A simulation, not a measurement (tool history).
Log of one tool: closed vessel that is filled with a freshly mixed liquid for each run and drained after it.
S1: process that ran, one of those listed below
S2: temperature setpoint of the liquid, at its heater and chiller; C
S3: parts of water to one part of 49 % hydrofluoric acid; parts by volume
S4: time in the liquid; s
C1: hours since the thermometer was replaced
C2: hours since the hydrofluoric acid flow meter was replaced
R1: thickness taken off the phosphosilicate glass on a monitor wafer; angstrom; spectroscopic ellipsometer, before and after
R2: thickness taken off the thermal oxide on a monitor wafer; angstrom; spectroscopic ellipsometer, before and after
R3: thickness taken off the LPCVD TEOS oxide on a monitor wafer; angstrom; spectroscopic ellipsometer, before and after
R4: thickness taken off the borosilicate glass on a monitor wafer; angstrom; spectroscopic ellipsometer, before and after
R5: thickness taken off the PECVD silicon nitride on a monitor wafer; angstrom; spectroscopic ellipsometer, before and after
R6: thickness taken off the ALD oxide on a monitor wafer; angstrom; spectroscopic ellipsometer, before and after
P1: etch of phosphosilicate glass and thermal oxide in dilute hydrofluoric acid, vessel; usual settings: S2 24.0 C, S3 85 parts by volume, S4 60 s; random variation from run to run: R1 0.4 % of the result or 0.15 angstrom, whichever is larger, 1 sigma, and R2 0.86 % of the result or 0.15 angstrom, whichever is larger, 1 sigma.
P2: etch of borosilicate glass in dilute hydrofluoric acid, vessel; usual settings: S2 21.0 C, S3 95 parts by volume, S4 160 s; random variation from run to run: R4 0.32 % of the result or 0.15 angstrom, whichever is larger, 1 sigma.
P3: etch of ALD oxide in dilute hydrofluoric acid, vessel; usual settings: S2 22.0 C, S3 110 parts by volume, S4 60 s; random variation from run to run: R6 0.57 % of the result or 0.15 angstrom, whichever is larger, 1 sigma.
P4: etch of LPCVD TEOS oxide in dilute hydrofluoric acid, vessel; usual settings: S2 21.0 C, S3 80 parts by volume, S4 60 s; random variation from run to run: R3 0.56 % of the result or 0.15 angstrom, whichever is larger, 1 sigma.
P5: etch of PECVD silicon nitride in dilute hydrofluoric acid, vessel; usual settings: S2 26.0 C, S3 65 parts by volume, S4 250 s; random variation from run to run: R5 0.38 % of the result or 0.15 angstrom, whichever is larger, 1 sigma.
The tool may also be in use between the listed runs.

run,hour,S1,S2,S3,S4,C1,C2,R1,R2,R3,R4,R5,R6
1,14.1,P1,24.0,85,60,992.0,401.2,736.88,32.886,,,,
2,24.3,P4,21.0,80,60,1002.2,411.4,,,243.62,,,
3,37.7,P4,21.0,80,60,1015.6,424.8,,,246.35,,,
4,50.1,P2,21.0,95,160,1028.0,437.2,,,,535.43,,
5,65.0,P4,21.0,45,60,1042.9,452.1,,,455.39,,,
6,73.8,P1,31.0,85,90,1051.7,460.9,1453.20,63.435,,,,
7,87.4,P1,30.5,85,30,1065.3,474.5,473.19,21.045,,,,
8,101.8,P5,26.0,90,250,1079.7,488.9,,,,,149.72,
9,110.6,P1,24.0,45,60,1088.5,497.7,1469.20,65.960,,,,
10,123.4,P2,21.0,140,160,1101.3,510.5,,,,346.48,,
# hour 128.2: thermometer replaced
11,131.9,P3,22.0,55,60,3.7,519.0,,,,,,234.110
12,140.0,P1,24.0,145,60,11.8,527.1,402.46,18.116,,,,
13,150.2,P1,24.0,85,60,22.0,537.3,734.28,32.690,,,,
14,164.6,P2,21.0,95,230,36.4,551.7,,,,767.70,,
15,174.8,P5,21.5,65,250,46.6,561.9,,,,,153.00,
16,188.3,P1,29.5,85,60,60.1,575.4,913.80,40.844,,,,
17,201.3,P4,21.0,80,90,73.1,588.4,,,367.56,,,
18,210.8,P5,26.0,65,365,82.6,597.9,,,,,302.75,
19,225.6,P1,17.5,85,60,97.4,612.7,559.94,25.510,,,,
20,233.8,P1,24.0,85,30,105.6,620.9,369.32,16.153,,,,
21,246.0,P1,24.0,85,60,117.8,633.1,734.58,32.419,,,,
22,255.8,P4,17.0,80,60,127.6,642.9,,,207.54,,,
23,265.0,P1,24.0,85,105,136.8,652.1,1278.70,57.123,,,,
24,280.7,P1,24.0,85,60,152.5,667.8,734.15,32.623,,,,
25,292.8,P1,24.0,85,60,164.6,679.9,734.00,33.487,,,,
26,299.7,P5,26.0,65,250,171.5,686.8,,,,,206.43,
27,314.6,P3,17.0,110,60,186.4,701.7,,,,,,88.617
28,322.3,P2,21.0,95,160,194.1,709.4,,,,537.35,,
29,334.3,P2,29.5,95,160,206.1,721.4,,,,750.80,,
30,349.9,P3,22.0,110,105,221.7,737.0,,,,,,192.310
31,361.7,P1,24.0,85,60,233.5,748.8,738.19,32.817,,,,
32,376.5,P3,22.0,110,60,248.3,763.6,,,,,,111.000
33,383.7,P1,24.0,85,60,255.5,770.8,739.91,32.309,,,,
34,396.0,P1,24.0,85,60,267.8,783.1,702.01,31.235,,,,
35,405.3,P1,24.0,85,60,277.1,792.4,686.64,31.205,,,,
36,419.5,P1,24.0,85,60,291.3,806.6,676.99,29.780,,,,
37,434.7,P1,24.0,85,60,306.5,821.8,671.39,30.315,,,,
38,442.9,P1,24.0,85,60,314.7,830.0,675.93,29.370,,,,
39,451.6,P1,24.0,85,60,323.4,838.7,670.76,30.027,,,,
40,458.9,P1,24.0,85,60,330.7,846.0,668.96,29.260,,,,

What P1 gives has crept away from where it was. These 2 causes fit the log equally well, each at the size given:
A: liquid colder than its thermometer reads (K) = 2.31
B: hydrofluoric acid flow below the setpoint (%) = 8.06
The creep began at about hour 383.7.

4 check runs are offered, one wafer each, their results left as question marks. Which one tells the causes apart?
check 1,466.2,P5,26.0,65,250,,,,,,,?,
check 2,466.2,P4,21.0,80,60,,,,,?,,,
check 3,466.2,P3,22.0,110,60,,,,,,,,?
check 4,466.2,P2,21.0,95,160,,,,,,?,,

What each check would give under each cause:
check,result,if A,if B
check 1,R5,176.49,189.41
check 2,R3,221.90,222.80
check 3,R6,99.892,99.742
check 4,R4,487.53,488.37
How far apart the two closest causes lie, in the result that separates them most: check 1 7.07 %; check 2 0.4 %; check 3 0.15 %; check 4 0.17 %
Check 1 tells the causes apart: in the others they would give nearly the same result.

Check 1 was then run and gave: R5 189.75 angstrom. Which cause is it?

It is B: hydrofluoric acid flow below the setpoint (%).
